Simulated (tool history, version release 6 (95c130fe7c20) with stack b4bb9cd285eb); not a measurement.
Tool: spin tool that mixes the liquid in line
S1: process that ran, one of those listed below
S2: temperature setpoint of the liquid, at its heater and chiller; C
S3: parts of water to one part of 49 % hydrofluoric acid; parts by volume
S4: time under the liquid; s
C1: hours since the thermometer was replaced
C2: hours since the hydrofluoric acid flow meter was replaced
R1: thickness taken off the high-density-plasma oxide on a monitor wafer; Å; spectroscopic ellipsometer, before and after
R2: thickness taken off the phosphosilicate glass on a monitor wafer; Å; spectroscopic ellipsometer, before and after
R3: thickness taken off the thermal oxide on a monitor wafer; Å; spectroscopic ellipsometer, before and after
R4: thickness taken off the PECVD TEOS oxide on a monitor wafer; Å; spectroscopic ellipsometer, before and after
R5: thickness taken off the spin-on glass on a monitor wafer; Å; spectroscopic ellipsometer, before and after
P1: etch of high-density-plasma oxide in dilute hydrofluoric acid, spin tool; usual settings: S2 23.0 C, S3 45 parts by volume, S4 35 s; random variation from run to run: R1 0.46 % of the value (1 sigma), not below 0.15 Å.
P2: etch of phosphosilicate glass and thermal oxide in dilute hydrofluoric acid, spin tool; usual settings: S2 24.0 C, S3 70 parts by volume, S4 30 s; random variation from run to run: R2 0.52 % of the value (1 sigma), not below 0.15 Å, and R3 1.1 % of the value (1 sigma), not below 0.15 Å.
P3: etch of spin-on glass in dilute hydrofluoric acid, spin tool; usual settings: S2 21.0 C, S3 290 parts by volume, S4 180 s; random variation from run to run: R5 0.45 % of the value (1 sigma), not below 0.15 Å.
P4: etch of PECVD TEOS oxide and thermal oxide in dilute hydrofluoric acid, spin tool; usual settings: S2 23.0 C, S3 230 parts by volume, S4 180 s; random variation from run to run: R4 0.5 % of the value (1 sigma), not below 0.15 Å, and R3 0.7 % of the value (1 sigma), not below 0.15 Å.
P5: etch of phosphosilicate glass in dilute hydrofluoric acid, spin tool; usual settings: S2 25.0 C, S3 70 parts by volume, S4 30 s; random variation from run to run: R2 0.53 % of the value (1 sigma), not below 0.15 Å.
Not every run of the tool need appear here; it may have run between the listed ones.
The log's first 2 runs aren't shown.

{"run": 3, "day": 1.175, "S1": "P1", "S2": 23.0, "S3": 45, "S4": 15, "C1": 933.5, "C2": 427.3, "R1": 31.485}
{"run": 4, "day": 1.571, "S1": "P2", "S2": 31.5, "S3": 70, "S4": 30, "C1": 943.0, "C2": 436.8, "R2": 649.05, "R3": 28.302}
{"run": 5, "day": 1.896, "S1": "P4", "S2": 23.0, "S3": 230, "S4": 60, "C1": 950.8, "C2": 444.6, "R3": 10.234, "R4": 18.566}
{"run": 6, "day": 2.504, "S1": "P5", "S2": 25.0, "S3": 70, "S4": 30, "C1": 965.4, "C2": 459.2, "R2": 587.9}
{"run": 7, "day": 2.867, "S1": "P4", "S2": 17.0, "S3": 230, "S4": 180, "C1": 974.1, "C2": 467.9, "R3": 23.957, "R4": 43.461}
{"run": 8, "day": 3.271, "S1": "P4", "S2": 23.0, "S3": 40, "S4": 180, "C1": 983.8, "C2": 477.6, "R3": 216.63, "R4": 388.24}
{"run": 9, "day": 3.721, "S1": "P2", "S2": 24.0, "S3": 20, "S4": 30, "C1": 994.6, "C2": 488.4, "R2": 1806.2, "R3": 79.782}
{"run": 10, "day": 4.338, "S1": "P3", "S2": 21.0, "S3": 490, "S4": 180, "C1": 1009.4, "C2": 503.2, "R5": 46.215}
{"run": 11, "day": 4.908, "S1": "P1", "S2": 23.0, "S3": 45, "S4": 60, "C1": 1023.1, "C2": 516.9, "R1": 125.28}
{"run": 12, "day": 5.546, "S1": "P1", "S2": 23.0, "S3": 45, "S4": 35, "C1": 1038.4, "C2": 532.2, "R1": 73.085}
{"run": 13, "day": 6.0, "S1": "P1", "S2": 23.0, "S3": 45, "S4": 35, "C1": 1049.3, "C2": 543.1, "R1": 73.15}
{"run": 14, "day": 6.667, "S1": "P1", "S2": 18.5, "S3": 20, "S4": 35, "C1": 1065.3, "C2": 559.1, "R1": 141.19}
{"run": 15, "day": 7.012, "S1": "P4", "S2": 23.0, "S3": 230, "S4": 180, "C1": 1073.6, "C2": 567.4, "R3": 30.596, "R4": 54.3}
{"run": 16, "day": 7.504, "S1": "P5", "S2": 32.0, "S3": 70, "S4": 30, "C1": 1085.4, "C2": 579.2, "R2": 772.6}
{"run": 17, "day": 8.158, "S1": "P3", "S2": 21.0, "S3": 290, "S4": 180, "C1": 1101.1, "C2": 594.9, "R5": 92.626}
{"run": 18, "day": 8.792, "S1": "P1", "S2": 27.5, "S3": 45, "S4": 35, "C1": 1116.3, "C2": 610.1, "R1": 88.485}
{"run": 19, "day": 9.325, "S1": "P1", "S2": 23.0, "S3": 45, "S4": 35, "C1": 1129.1, "C2": 622.9, "R1": 73.66}
{"run": 20, "day": 9.633, "S1": "P3", "S2": 17.0, "S3": 290, "S4": 180, "C1": 1136.5, "C2": 630.3, "R5": 79.554}
{"run": 21, "day": 10.271, "S1": "P1", "S2": 23.0, "S3": 45, "S4": 35, "C1": 1151.8, "C2": 645.6, "R1": 72.898}
{"run": 22, "day": 10.879, "S1": "P2", "S2": 24.0, "S3": 70, "S4": 30, "C1": 1166.4, "C2": 660.2, "R2": 482.86, "R3": 20.728}
{"run": 23, "day": 11.183, "S1": "P2", "S2": 24.0, "S3": 70, "S4": 15, "C1": 1173.7, "C2": 667.5, "R2": 241.94, "R3": 10.591}
{"run": 24, "day": 11.479, "S1": "P1", "S2": 23.0, "S3": 65, "S4": 35, "C1": 1180.8, "C2": 674.6, "R1": 49.726}
{"run": 25, "day": 11.867, "S1": "P1", "S2": 17.0, "S3": 65, "S4": 35, "C1": 1190.1, "C2": 683.9, "R1": 38.43}
{"run": 26, "day": 12.371, "S1": "P4", "S2": 23.0, "S3": 230, "S4": 180, "C1": 1202.2, "C2": 696.0, "R3": 30.614, "R4": 54.544}
{"run": 27, "day": 12.767, "S1": "P1", "S2": 17.0, "S3": 45, "S4": 35, "C1": 1211.7, "C2": 705.5, "R1": 56.961}

What does the tool deliver on the next run?
{"run": 28, "day": 13.325, "S1": "P5", "S2": 25.0, "S3": 70, "S4": 60, "C1": 1225.1, "C2": 718.9, "R2": "?"}

For run 28 the tool returned R2 1179.90 Å.
